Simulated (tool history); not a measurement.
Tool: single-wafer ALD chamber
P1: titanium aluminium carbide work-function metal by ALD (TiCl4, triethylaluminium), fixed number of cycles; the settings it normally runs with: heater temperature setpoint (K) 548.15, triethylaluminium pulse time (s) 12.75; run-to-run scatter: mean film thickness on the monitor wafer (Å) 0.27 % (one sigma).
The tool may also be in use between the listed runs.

run   hour  heater temperature setpoint (K)  triethylaluminium pulse time (s)  hours since the last thermocouple change  hours since the last triethylaluminium bottle change  mean film thickness on the monitor wafer (Å)
  1    9.0                           548.15                             12.75                                     674.1                                                 664.7                                        18.682
  2   13.0                           548.15                             12.75                                     678.1                                                 668.7                                        18.695
  3   20.9                           564.15                             12.75                                     686.0                                                 676.6                                        20.003
  4   25.7                           548.15                             19.37                                     690.8                                                 681.4                                        18.900
  5   31.6                           570.15                              6.38                                     696.7                                                 687.3                                        18.576
  6   40.5                           548.15                             12.75                                     705.6                                                 696.2                                        18.557
  7   45.8                           524.15                             12.75                                     710.9                                                 701.5                                        16.527
      48.5  -- thermocouple changed; heater temperature recalibrated
  8   54.9                           570.15                             19.19                                       6.5                                                 710.6                                        20.723
  9   62.5                           566.15                             16.28                                      14.1                                                 718.2                                        20.472
 10   70.6                           548.15                             12.75                                      22.2                                                 726.3                                        18.598
 11   79.0                           548.15                             12.75                                      30.6                                                 734.7                                        18.713
 12   85.8                           548.15                              4.58                                      37.4                                                 741.5                                        14.979
 13   91.8                           548.15                             12.75                                      43.4                                                 747.5                                        18.749
 14   99.2                           548.15                             12.75                                      50.8                                                 754.9                                        18.500
 15  104.8                           548.15                             12.75                                      56.4                                                 760.5                                        18.443
 16  111.7                           548.15                             12.75                                      63.3                                                 767.4                                        18.365
 17  120.3                           548.15                             12.75                                      71.9                                                 776.0                                        18.235
 18  128.9                           548.15                             12.75                                      80.5                                                 784.6                                        18.235
 19  135.9                           548.15                             12.75                                      87.5                                                 791.6                                        18.187
 20  140.7                           548.15                             12.75                                      92.3                                                 796.4                                        18.160
 21  145.9                           548.15                             12.75                                      97.5                                                 801.6                                        18.315

The log shows P1 creeping away from where it was. Any of the 2 causes listed here, at the size stated for it, fits the log just as well as the others:
A: triethylaluminium dose below that of a fresh bottle (%) = 23.7
B: wafer temperature below the value expected at the setpoint (K) = 4.84
Creep in the process output first set in at about hour 91.8.

Listed below are the offered check runs, one wafer per run, with question marks in place of results. For which of them would the causes give clearly different outcomes?
check 1  151.1                           548.15                              6.11                                                                                                                                             ?
check 2  151.1                           527.15                             12.75                                                                                                                                             ?
check 3  151.1                           558.15                             12.75                                                                                                                                             ?
check 4  151.1                           561.15                             12.75                                                                                                                                             ?

If the cause were each of the candidates in turn, the checks would give the following:
  check                                        result    if A    if B
check 1  mean film thickness on the monitor wafer (Å)  15.097  16.203
check 2  mean film thickness on the monitor wafer (Å)  16.425  16.466
check 3  mean film thickness on the monitor wafer (Å)  19.091  19.106
check 4  mean film thickness on the monitor wafer (Å)  19.353  19.373
Minimum pairwise separation of causes per check, each pair taken at its best-separating result: check 1 7.07 %; check 2 0.25 %; check 3 0.08 %; check 4 0.1 %
Check 1 tells the causes apart: in the others they would give nearly the same result.

Running check 1 produced the following: mean film thickness on the monitor wafer (Å) 16.199. Which one of the listed causes fits?

B is the cause: wafer temperature below the value expected at the setpoint (K).

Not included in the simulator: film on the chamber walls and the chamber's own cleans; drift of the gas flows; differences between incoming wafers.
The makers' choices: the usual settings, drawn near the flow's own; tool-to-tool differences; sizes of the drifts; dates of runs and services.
